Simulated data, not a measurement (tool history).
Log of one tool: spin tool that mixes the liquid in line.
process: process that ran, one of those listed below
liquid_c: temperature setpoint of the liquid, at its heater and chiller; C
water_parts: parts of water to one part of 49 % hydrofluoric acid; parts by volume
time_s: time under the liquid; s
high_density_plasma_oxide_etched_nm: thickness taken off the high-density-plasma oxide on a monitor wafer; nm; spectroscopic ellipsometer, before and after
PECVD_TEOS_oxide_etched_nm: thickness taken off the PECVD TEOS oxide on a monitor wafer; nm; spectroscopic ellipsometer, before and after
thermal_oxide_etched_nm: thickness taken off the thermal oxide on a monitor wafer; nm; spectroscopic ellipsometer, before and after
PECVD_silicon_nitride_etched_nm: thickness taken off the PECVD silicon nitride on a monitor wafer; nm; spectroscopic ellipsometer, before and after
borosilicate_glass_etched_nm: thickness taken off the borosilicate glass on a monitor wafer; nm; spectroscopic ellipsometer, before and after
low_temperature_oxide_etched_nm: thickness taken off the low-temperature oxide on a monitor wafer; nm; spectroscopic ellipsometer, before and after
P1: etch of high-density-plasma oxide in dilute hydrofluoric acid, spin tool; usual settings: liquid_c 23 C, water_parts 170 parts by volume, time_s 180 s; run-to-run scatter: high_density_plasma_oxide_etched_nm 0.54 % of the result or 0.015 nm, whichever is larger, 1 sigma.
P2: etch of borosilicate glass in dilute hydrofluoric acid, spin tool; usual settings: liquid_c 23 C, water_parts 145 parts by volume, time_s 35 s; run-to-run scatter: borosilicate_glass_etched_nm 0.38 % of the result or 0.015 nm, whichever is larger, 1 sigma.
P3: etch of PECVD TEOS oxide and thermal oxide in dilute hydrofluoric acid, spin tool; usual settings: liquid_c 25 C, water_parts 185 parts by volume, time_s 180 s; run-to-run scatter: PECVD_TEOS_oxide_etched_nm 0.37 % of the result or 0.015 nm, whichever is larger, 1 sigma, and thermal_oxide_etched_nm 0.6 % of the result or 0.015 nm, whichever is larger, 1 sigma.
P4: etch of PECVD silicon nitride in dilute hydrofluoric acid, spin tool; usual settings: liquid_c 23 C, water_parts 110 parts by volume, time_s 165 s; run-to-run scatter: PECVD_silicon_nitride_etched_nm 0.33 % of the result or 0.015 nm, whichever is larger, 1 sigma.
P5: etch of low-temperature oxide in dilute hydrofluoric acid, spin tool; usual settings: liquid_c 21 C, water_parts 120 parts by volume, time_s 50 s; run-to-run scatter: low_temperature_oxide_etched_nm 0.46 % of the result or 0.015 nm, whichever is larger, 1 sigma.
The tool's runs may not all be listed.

| run | day | process | liquid_c | water_parts | time_s | high_density_plasma_oxide_etched_nm | PECVD_TEOS_oxide_etched_nm | thermal_oxide_etched_nm | PECVD_silicon_nitride_etched_nm | borosilicate_glass_etched_nm | low_temperature_oxide_etched_nm |
|---|---|---|---|---|---|---|---|---|---|---|---|
| 1 | 0.596 | P1 | 23 | 170 | 180 | 5.5464 |  |  |  |  |  |
| 2 | 0.917 | P3 | 25 | 255 | 180 |  | 17.515 | 2.9923 |  |  |  |
| 3 | 1.254 | P4 | 23 | 110 | 165 |  |  |  | 8.1083 |  |  |
| 4 | 1.704 | P3 | 18 | 185 | 180 |  | 19.855 | 3.3371 |  |  |  |
| 5 | 2.129 | P1 | 23 | 85 | 55 | 3.7219 |  |  |  |  |  |
| 6 | 2.700 | P2 | 23 | 235 | 35 |  |  |  |  | 4.2334 |  |
| 7 | 3.267 | P4 | 23 | 110 | 165 |  |  |  | 8.1682 |  |  |
| 8 | 3.696 | P4 | 23 | 110 | 290 |  |  |  | 14.2460 |  |  |
|  | 4.204 | hydrofluoric acid flow meter replaced |
| 9 | 4.229 | P1 | 23 | 170 | 180 | 5.5998 |  |  |  |  |  |
| 10 | 4.838 | P5 | 21 | 120 | 85 |  |  |  |  |  | 15.5740 |
| 11 | 5.296 | P3 | 25 | 185 | 295 |  | 42.560 | 7.2653 |  |  |  |
| 12 | 5.904 | P1 | 23 | 170 | 180 | 5.5473 |  |  |  |  |  |
| 13 | 6.500 | P2 | 23 | 145 | 55 |  |  |  |  | 11.8620 |  |
| 14 | 6.854 | P1 | 23 | 170 | 355 | 10.9560 |  |  |  |  |  |
| 15 | 7.450 | P3 | 25 | 185 | 180 |  | 26.080 | 4.3963 |  |  |  |
| 16 | 8.012 | P1 | 23 | 250 | 180 | 3.4778 |  |  |  |  |  |
| 17 | 8.383 | P5 | 17 | 120 | 50 |  |  |  |  |  | 7.7708 |
| 18 | 8.904 | P1 | 23 | 170 | 180 | 5.5550 |  |  |  |  |  |
| 19 | 9.329 | P5 | 21 | 120 | 50 |  |  |  |  |  | 9.2011 |
| 20 | 9.829 | P1 | 23 | 50 | 350 | 42.6040 |  |  |  |  |  |
| 21 | 10.158 | P4 | 23 | 20 | 165 |  |  |  | 42.8740 |  |  |

The next listed run, before its measurement:
| 22 | 10.462 | P2 | 23 | 145 | 35 |  |  |  |  | ? |  |

{"run 22": {"borosilicate_glass_etched_nm": 7.4964}}

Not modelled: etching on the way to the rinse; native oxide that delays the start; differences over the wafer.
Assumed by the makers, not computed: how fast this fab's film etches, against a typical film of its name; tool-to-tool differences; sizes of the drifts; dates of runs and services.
